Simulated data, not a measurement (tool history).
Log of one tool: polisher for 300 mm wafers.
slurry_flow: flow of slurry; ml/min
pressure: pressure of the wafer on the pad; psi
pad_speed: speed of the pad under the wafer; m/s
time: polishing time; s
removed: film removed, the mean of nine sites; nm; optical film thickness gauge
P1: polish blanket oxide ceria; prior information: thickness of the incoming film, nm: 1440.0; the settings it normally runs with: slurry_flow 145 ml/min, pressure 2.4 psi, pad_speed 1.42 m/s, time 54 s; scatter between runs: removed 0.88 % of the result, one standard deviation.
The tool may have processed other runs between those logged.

| run | hour | slurry_flow | pressure | pad_speed | time | removed |
|---|---|---|---|---|---|---|
| 1 | 5.2 | 145 | 2.4 | 1.42 | 54 | 213.970 |
| 2 | 15.6 | 145 | 2.4 | 1.42 | 80 | 318.880 |
| 3 | 26.5 | 145 | 2.4 | 0.90 | 71 | 177.640 |
| 4 | 33.4 | 145 | 3.4 | 1.42 | 54 | 300.560 |
| 5 | 45.2 | 145 | 2.4 | 1.42 | 29 | 115.220 |
| 6 | 55.6 | 85 | 2.4 | 1.42 | 54 | 187.750 |
| 7 | 67.1 | 145 | 2.4 | 1.42 | 54 | 215.620 |
| 8 | 77.1 | 145 | 2.4 | 1.42 | 54 | 213.320 |
| 9 | 86.3 | 145 | 2.4 | 2.14 | 54 | 318.720 |
| 10 | 95.2 | 145 | 2.4 | 0.64 | 54 | 97.249 |
| 11 | 103.2 | 145 | 1.5 | 1.42 | 54 | 133.670 |
| 12 | 114.8 | 145 | 2.4 | 1.42 | 54 | 213.180 |
| 13 | 122.0 | 185 | 2.4 | 1.42 | 54 | 218.920 |
| 14 | 132.5 | 145 | 2.4 | 1.42 | 54 | 216.440 |
| 15 | 137.8 | 145 | 2.4 | 1.42 | 54 | 204.710 |
| 16 | 146.9 | 145 | 2.4 | 1.42 | 54 | 203.650 |
| 17 | 157.0 | 145 | 2.4 | 1.42 | 54 | 200.820 |
| 18 | 167.6 | 145 | 2.4 | 1.42 | 54 | 192.760 |
|  | 167.8 | worn pad replaced by a new one |
| 19 | 173.2 | 145 | 2.4 | 1.42 | 54 | 195.300 |

Run 20 is up next; what results do you expect?
| 20 | 182.7 | 145 | 2.4 | 1.42 | 54 | ? |

Logged for run 20: removed 195.340 nm.
